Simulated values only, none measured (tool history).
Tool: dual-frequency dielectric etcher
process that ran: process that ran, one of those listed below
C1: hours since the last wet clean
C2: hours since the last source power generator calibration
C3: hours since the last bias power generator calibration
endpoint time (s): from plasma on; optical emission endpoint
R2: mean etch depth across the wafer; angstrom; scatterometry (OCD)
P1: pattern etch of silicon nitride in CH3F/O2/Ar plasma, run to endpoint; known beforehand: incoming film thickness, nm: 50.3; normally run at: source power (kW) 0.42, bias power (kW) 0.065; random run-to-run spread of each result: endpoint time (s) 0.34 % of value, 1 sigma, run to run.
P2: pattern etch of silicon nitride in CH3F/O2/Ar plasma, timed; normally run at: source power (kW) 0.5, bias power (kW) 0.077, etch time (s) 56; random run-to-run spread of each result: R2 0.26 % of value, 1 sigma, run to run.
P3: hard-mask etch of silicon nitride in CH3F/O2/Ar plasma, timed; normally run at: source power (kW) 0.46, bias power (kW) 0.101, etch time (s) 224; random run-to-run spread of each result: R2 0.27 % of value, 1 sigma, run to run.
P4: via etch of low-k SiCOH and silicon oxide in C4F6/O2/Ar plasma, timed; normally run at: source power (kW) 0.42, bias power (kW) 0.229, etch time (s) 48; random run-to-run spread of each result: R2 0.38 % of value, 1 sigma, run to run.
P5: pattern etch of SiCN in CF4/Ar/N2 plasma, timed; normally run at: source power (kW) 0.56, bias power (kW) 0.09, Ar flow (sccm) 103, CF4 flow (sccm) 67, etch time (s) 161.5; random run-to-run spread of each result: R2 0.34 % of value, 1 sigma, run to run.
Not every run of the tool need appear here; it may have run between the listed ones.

run 1 day=0.688 | process_that_ran=P1 source_power_(kW)=0.42 bias_power_(kW)=0.065 | C1=131.2 C2=2251.5 C3=380.9 | endpoint_time_(s)=74.707
run 2 day=1.325 | process_that_ran=P5 source_power_(kW)=0.44 bias_power_(kW)=0.09 Ar_flow_(sccm)=103 CF4_flow_(sccm)=67 etch_time_(s)=161.5 | C1=146.5 C2=2266.8 C3=396.2 | R2=1477.8
run 3 day=1.958 | process_that_ran=P1 source_power_(kW)=0.42 bias_power_(kW)=0.077 | C1=161.7 C2=2282 C3=411.4 | endpoint_time_(s)=70.033
run 4 day=2.621 | process_that_ran=P5 source_power_(kW)=0.56 bias_power_(kW)=0.09 Ar_flow_(sccm)=123 CF4_flow_(sccm)=67 etch_time_(s)=161.5 | C1=177.6 C2=2297.9 C3=427.3 | R2=1790.4
run 5 day=2.929 | process_that_ran=P1 source_power_(kW)=0.53 bias_power_(kW)=0.065 | C1=185 C2=2305.3 C3=434.7 | endpoint_time_(s)=67.587
run 6 day=3.254 | process_that_ran=P3 source_power_(kW)=0.46 bias_power_(kW)=0.077 etch_time_(s)=224 | C1=192.8 C2=2313.1 C3=442.5 | R2=1715.3
run 7 day=3.904 | process_that_ran=P1 source_power_(kW)=0.42 bias_power_(kW)=0.065 | C1=208.4 C2=2328.7 C3=458.1 | endpoint_time_(s)=74.345
run 8 day=4.521 | process_that_ran=P2 source_power_(kW)=0.66 bias_power_(kW)=0.077 etch_time_(s)=56 | C1=223.2 C2=2343.5 C3=472.9 | R2=487.52
run 9 day=5.154 | process_that_ran=P3 source_power_(kW)=0.46 bias_power_(kW)=0.101 etch_time_(s)=326 | C1=238.4 C2=2358.7 C3=488.1 | R2=2752.9
run 10 day=5.538 | process_that_ran=P4 source_power_(kW)=0.42 bias_power_(kW)=0.229 etch_time_(s)=48 | C1=247.6 C2=2367.9 C3=497.3 | R2=1252.5
run 11 day=5.938 | process_that_ran=P4 source_power_(kW)=0.42 bias_power_(kW)=0.229 etch_time_(s)=28 | C1=257.2 C2=2377.5 C3=506.9 | R2=733.33
run 12 day=6.238 | process_that_ran=P4 source_power_(kW)=0.29 bias_power_(kW)=0.229 etch_time_(s)=48 | C1=264.4 C2=2384.7 C3=514.1 | R2=1096.8
run 13 day=6.771 | process_that_ran=P2 source_power_(kW)=0.5 bias_power_(kW)=0.105 etch_time_(s)=56 | C1=277.2 C2=2397.5 C3=526.9 | R2=489.54
run 14 day=7.238 | process_that_ran=P1 source_power_(kW)=0.52 bias_power_(kW)=0.046 | C1=288.4 C2=2408.7 C3=538.1 | endpoint_time_(s)=76.306
run 15 day=7.829 | process_that_ran=P5 source_power_(kW)=0.56 bias_power_(kW)=0.09 Ar_flow_(sccm)=103 CF4_flow_(sccm)=67 etch_time_(s)=161.5 | C1=302.6 C2=2422.9 C3=552.3 | R2=1836.8
run 16 day=8.404 | process_that_ran=P4 source_power_(kW)=0.42 bias_power_(kW)=0.321 etch_time_(s)=48 | C1=316.4 C2=2436.7 C3=566.1 | R2=1425.2
run 17 day=9.075 | process_that_ran=P3 source_power_(kW)=0.65 bias_power_(kW)=0.101 etch_time_(s)=224 | C1=332.5 C2=2452.8 C3=582.2 | R2=2150.4
run 18 day=9.617 | process_that_ran=P1 source_power_(kW)=0.33 bias_power_(kW)=0.065 | C1=345.5 C2=2465.8 C3=595.2 | endpoint_time_(s)=81.787
run 19 day=10.071 | process_that_ran=P5 source_power_(kW)=0.56 bias_power_(kW)=0.09 Ar_flow_(sccm)=103 CF4_flow_(sccm)=45 etch_time_(s)=161.5 | C1=356.4 C2=2476.7 C3=606.1 | R2=1714.5
run 20 day=10.392 | process_that_ran=P2 source_power_(kW)=0.5 bias_power_(kW)=0.077 etch_time_(s)=56 | C1=364.1 C2=2484.4 C3=613.8 | R2=440.37
run 21 day=10.775 | process_that_ran=P1 source_power_(kW)=0.42 bias_power_(kW)=0.065 | C1=373.3 C2=2493.6 C3=623 | endpoint_time_(s)=74.206
run 22 day=11.392 | process_that_ran=P5 source_power_(kW)=0.56 bias_power_(kW)=0.09 Ar_flow_(sccm)=103 CF4_flow_(sccm)=67 etch_time_(s)=161.5 | C1=388.1 C2=2508.4 C3=637.8 | R2=1831.1
run 23 day=11.95 | process_that_ran=P2 source_power_(kW)=0.5 bias_power_(kW)=0.077 etch_time_(s)=77 | C1=401.5 C2=2521.8 C3=651.2 | R2=604.4
run 24 day=12.279 | process_that_ran=P5 source_power_(kW)=0.56 bias_power_(kW)=0.064 Ar_flow_(sccm)=103 CF4_flow_(sccm)=67 etch_time_(s)=161.5 | C1=409.4 C2=2529.7 C3=659.1 | R2=1627.7
run 25 day=12.696 | process_that_ran=P1 source_power_(kW)=0.35 bias_power_(kW)=0.042 | C1=419.4 C2=2539.7 C3=669.1 | endpoint_time_(s)=91.534
run 26 day=13.079 | process_that_ran=P1 source_power_(kW)=0.42 bias_power_(kW)=0.065 | C1=428.6 C2=2548.9 C3=678.3 | endpoint_time_(s)=74.619

Estimate the outcome of run 27 from the log above:
run 27 day=13.767 | process_that_ran=P1 source_power_(kW)=0.5 bias_power_(kW)=0.077 | C1=445.1 C2=2565.4 C3=694.8 | endpoint_time_(s)=?

endpoint time (s): 65.557

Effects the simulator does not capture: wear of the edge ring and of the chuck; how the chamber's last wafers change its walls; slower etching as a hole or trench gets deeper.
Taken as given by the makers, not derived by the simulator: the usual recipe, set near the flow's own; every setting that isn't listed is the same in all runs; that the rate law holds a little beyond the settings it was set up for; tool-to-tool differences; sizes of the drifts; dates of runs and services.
